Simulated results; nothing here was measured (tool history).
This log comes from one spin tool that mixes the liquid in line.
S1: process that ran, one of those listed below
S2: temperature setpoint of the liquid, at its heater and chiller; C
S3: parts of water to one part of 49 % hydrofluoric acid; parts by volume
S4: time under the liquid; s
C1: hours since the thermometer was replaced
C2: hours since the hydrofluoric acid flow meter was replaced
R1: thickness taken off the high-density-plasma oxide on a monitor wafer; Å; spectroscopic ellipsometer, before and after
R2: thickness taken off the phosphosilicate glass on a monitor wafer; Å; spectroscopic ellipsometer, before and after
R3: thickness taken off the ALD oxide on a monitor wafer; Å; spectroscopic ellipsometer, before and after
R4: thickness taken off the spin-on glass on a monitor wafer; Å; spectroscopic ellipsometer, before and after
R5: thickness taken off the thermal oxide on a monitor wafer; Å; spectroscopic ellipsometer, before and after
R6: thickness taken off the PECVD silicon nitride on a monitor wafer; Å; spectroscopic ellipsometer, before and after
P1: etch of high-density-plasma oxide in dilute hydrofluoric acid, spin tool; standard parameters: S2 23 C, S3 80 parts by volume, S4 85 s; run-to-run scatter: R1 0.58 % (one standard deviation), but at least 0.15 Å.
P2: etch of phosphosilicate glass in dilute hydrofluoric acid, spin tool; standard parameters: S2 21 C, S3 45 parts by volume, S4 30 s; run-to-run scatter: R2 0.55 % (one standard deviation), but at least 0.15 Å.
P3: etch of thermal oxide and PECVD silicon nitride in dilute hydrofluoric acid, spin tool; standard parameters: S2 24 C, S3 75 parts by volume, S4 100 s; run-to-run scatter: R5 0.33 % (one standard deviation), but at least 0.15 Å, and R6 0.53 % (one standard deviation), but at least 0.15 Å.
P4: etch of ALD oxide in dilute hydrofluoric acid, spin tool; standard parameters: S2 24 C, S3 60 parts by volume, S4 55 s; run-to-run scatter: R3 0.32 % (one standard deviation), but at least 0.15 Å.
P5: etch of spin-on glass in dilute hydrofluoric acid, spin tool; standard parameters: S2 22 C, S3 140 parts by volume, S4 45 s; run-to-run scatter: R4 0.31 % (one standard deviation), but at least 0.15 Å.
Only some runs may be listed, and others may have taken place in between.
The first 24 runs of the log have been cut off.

run 25 hour=87.1 | S1=P1 S2=23 S3=80 S4=85 | C1=1404.4 C2=613.9 | R1=59.866
run 26 hour=91.1 | S1=P2 S2=21 S3=75 S4=30 | C1=1408.4 C2=617.9 | R2=337.14
run 27 hour=94.5 | S1=P3 S2=24 S3=75 S4=100 | C1=1411.8 C2=621.3 | R5=64.3 R6=74.194
run 28 hour=97.8 | S1=P1 S2=17.5 S3=80 S4=50 | C1=1415.1 C2=624.6 | R1=27.619
run 29 hour=100 | S1=P3 S2=32 S3=75 S4=100 | C1=1417.3 C2=626.8 | R5=87.958 R6=125.6
-- hour=102.2 hydrofluoric acid flow meter replaced
run 30 hour=104.5 | S1=P2 S2=17 S3=45 S4=30 | C1=1421.8 C2=2.4 | R2=499.31
run 31 hour=107.1 | S1=P4 S2=24 S3=60 S4=55 | C1=1424.4 C2=5 | R3=96.188
run 32 hour=112 | S1=P1 S2=23 S3=80 S4=85 | C1=1429.3 C2=9.9 | R1=59.258
run 33 hour=115.6 | S1=P1 S2=23 S3=80 S4=85 | C1=1432.9 C2=13.5 | R1=59.759
run 34 hour=120.2 | S1=P1 S2=23 S3=80 S4=85 | C1=1437.5 C2=18.1 | R1=58.213
run 35 hour=124.4 | S1=P1 S2=23 S3=80 S4=85 | C1=1441.7 C2=22.3 | R1=56.792
run 36 hour=126.7 | S1=P1 S2=23 S3=80 S4=85 | C1=1444 C2=24.6 | R1=55.576
run 37 hour=129.1 | S1=P1 S2=23 S3=80 S4=85 | C1=1446.4 C2=27 | R1=56.793
run 38 hour=132.9 | S1=P1 S2=23 S3=80 S4=85 | C1=1450.2 C2=30.8 | R1=55.433
run 39 hour=137.1 | S1=P1 S2=23 S3=80 S4=85 | C1=1454.4 C2=35 | R1=55.912
run 40 hour=140.8 | S1=P1 S2=23 S3=80 S4=85 | C1=1458.1 C2=38.7 | R1=55.945

Run 41 comes next. What will it give?
run 41 hour=144.4 | S1=P1 S2=23 S3=80 S4=85 | C1=1461.7 C2=42.3 | R1=?

For run 41 the tool returned R1 56.382 Å.

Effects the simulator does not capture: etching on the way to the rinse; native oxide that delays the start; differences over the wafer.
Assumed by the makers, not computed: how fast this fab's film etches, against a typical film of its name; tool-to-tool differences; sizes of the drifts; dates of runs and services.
